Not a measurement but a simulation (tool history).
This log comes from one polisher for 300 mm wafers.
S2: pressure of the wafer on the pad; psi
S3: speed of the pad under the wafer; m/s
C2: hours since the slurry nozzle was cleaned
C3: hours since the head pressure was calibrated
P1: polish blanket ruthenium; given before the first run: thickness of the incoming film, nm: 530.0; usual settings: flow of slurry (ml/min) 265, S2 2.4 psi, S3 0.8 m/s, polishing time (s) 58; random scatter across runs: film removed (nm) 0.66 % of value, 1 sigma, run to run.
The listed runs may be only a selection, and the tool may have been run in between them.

Run 1, day 0.362: flow of slurry (ml/min) 265, S2 2.4 psi, S3 0.8 m/s, polishing time (s) 58; wafers polished on this pad 468; C2 299.6; C3 340.7. Result: film removed (nm) 71.473.
Run 2, day 0.625: flow of slurry (ml/min) 195, S2 1.2 psi, S3 0.8 m/s, polishing time (s) 58; wafers polished on this pad 504; C2 305.9; C3 347.0. Result: film removed (nm) 34.446.
Run 3, day 0.946: flow of slurry (ml/min) 265, S2 2.4 psi, S3 1.2 m/s, polishing time (s) 58; wafers polished on this pad 549; C2 313.6; C3 354.7. Result: film removed (nm) 108.450.
Run 4, day 1.188: flow of slurry (ml/min) 160, S2 2.4 psi, S3 0.8 m/s, polishing time (s) 58; wafers polished on this pad 583; C2 319.4; C3 360.5. Result: film removed (nm) 67.098.
Run 5, day 1.575: flow of slurry (ml/min) 265, S2 2.4 psi, S3 0.8 m/s, polishing time (s) 79; wafers polished on this pad 637; C2 328.7; C3 369.8. Result: film removed (nm) 95.995.
Run 6, day 1.771: flow of slurry (ml/min) 265, S2 2.4 psi, S3 0.5 m/s, polishing time (s) 58; wafers polished on this pad 665; C2 333.4; C3 374.5. Result: film removed (nm) 44.559.
Run 7, day 2.071: flow of slurry (ml/min) 410, S2 2.4 psi, S3 0.8 m/s, polishing time (s) 58; wafers polished on this pad 707; C2 340.6; C3 381.7. Result: film removed (nm) 74.385.
Run 8, day 2.279: flow of slurry (ml/min) 265, S2 2.4 psi, S3 0.8 m/s, polishing time (s) 58; wafers polished on this pad 736; C2 345.6; C3 386.7. Result: film removed (nm) 71.340.
Run 9, day 2.608: flow of slurry (ml/min) 265, S2 2.4 psi, S3 0.8 m/s, polishing time (s) 58; wafers polished on this pad 782; C2 353.5; C3 394.6. Result: film removed (nm) 72.049.
Run 10, day 2.850: flow of slurry (ml/min) 265, S2 2.4 psi, S3 0.8 m/s, polishing time (s) 32; wafers polished on this pad 815; C2 359.3; C3 400.4. Result: film removed (nm) 38.913.
Run 11, day 3.088: flow of slurry (ml/min) 265, S2 2.4 psi, S3 0.8 m/s, polishing time (s) 58; wafers polished on this pad 849; C2 365.0; C3 406.1. Result: film removed (nm) 71.177.
Run 12, day 3.492: flow of slurry (ml/min) 265, S2 3.2 psi, S3 0.8 m/s, polishing time (s) 58; wafers polished on this pad 905; C2 374.7; C3 415.8. Result: film removed (nm) 94.846.
Run 13, day 3.858: flow of slurry (ml/min) 265, S2 2.4 psi, S3 0.8 m/s, polishing time (s) 58; wafers polished on this pad 956; C2 383.5; C3 424.6. Result: film removed (nm) 71.471.
Run 14, day 4.100: flow of slurry (ml/min) 265, S2 1.6 psi, S3 0.8 m/s, polishing time (s) 58; wafers polished on this pad 990; C2 389.3; C3 430.4. Result: film removed (nm) 48.027.
Run 15, day 4.479: flow of slurry (ml/min) 265, S2 2.4 psi, S3 0.8 m/s, polishing time (s) 58; wafers polished on this pad 1043; C2 398.4; C3 439.5. Result: film removed (nm) 71.010.
Run 16, day 4.667: flow of slurry (ml/min) 265, S2 2.4 psi, S3 0.8 m/s, polishing time (s) 58; wafers polished on this pad 1070; C2 402.9; C3 444.0. Result: film removed (nm) 69.548.
Run 17, day 4.854: flow of slurry (ml/min) 265, S2 2.4 psi, S3 0.8 m/s, polishing time (s) 58; wafers polished on this pad 1096; C2 407.4; C3 448.5. Result: film removed (nm) 68.610.
Run 18, day 5.042: flow of slurry (ml/min) 265, S2 2.4 psi, S3 0.8 m/s, polishing time (s) 58; wafers polished on this pad 1122; C2 411.9; C3 453.0. Result: film removed (nm) 67.451.
At day 5.258: worn pad replaced by a new one.
Run 19, day 5.304: flow of slurry (ml/min) 265, S2 2.4 psi, S3 0.8 m/s, polishing time (s) 58; wafers polished on this pad 6; C2 418.2; C3 459.3. Result: film removed (nm) 67.797.
Run 20, day 5.633: flow of slurry (ml/min) 265, S2 2.4 psi, S3 0.8 m/s, polishing time (s) 58; wafers polished on this pad 52; C2 426.1; C3 467.2. Result: film removed (nm) 66.499.
Run 21, day 5.912: flow of slurry (ml/min) 265, S2 2.4 psi, S3 0.8 m/s, polishing time (s) 58; wafers polished on this pad 91; C2 432.8; C3 473.9. Result: film removed (nm) 67.502.

The log shows P1 creeping away from where it was. Any of the 2 causes listed here, at the size stated for it, fits the log just as well as the others:
A: slurry flow missing at the pad, % = 39.1
B: head's pressure below its setpoint, % = 6.14
At approximately day 4.479, the process output began to creep.
Each remaining cause and why it is not a fit:
removal rate lost through wear of the pad, %: serviced at day 5.258, which brought nothing back

Each of the check runs listed below is run on 3 wafers and reports their average, with the results left as question marks. Pick the one under which the possible causes would lead to clearly different results.
Run check 1, day 6.192: flow of slurry (ml/min) 170, S2 3.2 psi, S3 0.80 m/s, polishing time (s) 58. Result: film removed (nm) ?.
Run check 2, day 6.192: flow of slurry (ml/min) 265, S2 2.4 psi, S3 0.50 m/s, polishing time (s) 58. Result: film removed (nm) ?.
Run check 3, day 6.192: flow of slurry (ml/min) 265, S2 2.4 psi, S3 0.62 m/s, polishing time (s) 70. Result: film removed (nm) ?.
Run check 4, day 6.192: flow of slurry (ml/min) 265, S2 2.4 psi, S3 1.18 m/s, polishing time (s) 58. Result: film removed (nm) ?.

Check results expected under each cause:
  check             result    if A    if B
check 1  film removed (nm)  81.817  84.508
check 2  film removed (nm)  41.863  41.866
check 3  film removed (nm)  62.650  62.654
check 4  film removed (nm)  98.797  98.803
Minimum pairwise separation of causes per check, each pair taken at its best-separating result: check 1 3.24 %; check 2 0.01 %; check 3 0.01 %; check 4 0.01 %
Of the check runs offered, only check 1 discriminates between the causes; the rest would read about the same regardless of which cause applies.

With check 1 done, the readings were: film removed (nm) 84.533. Identify which of the listed causes applies.

Of the candidate causes, it is B: head's pressure below its setpoint, %.
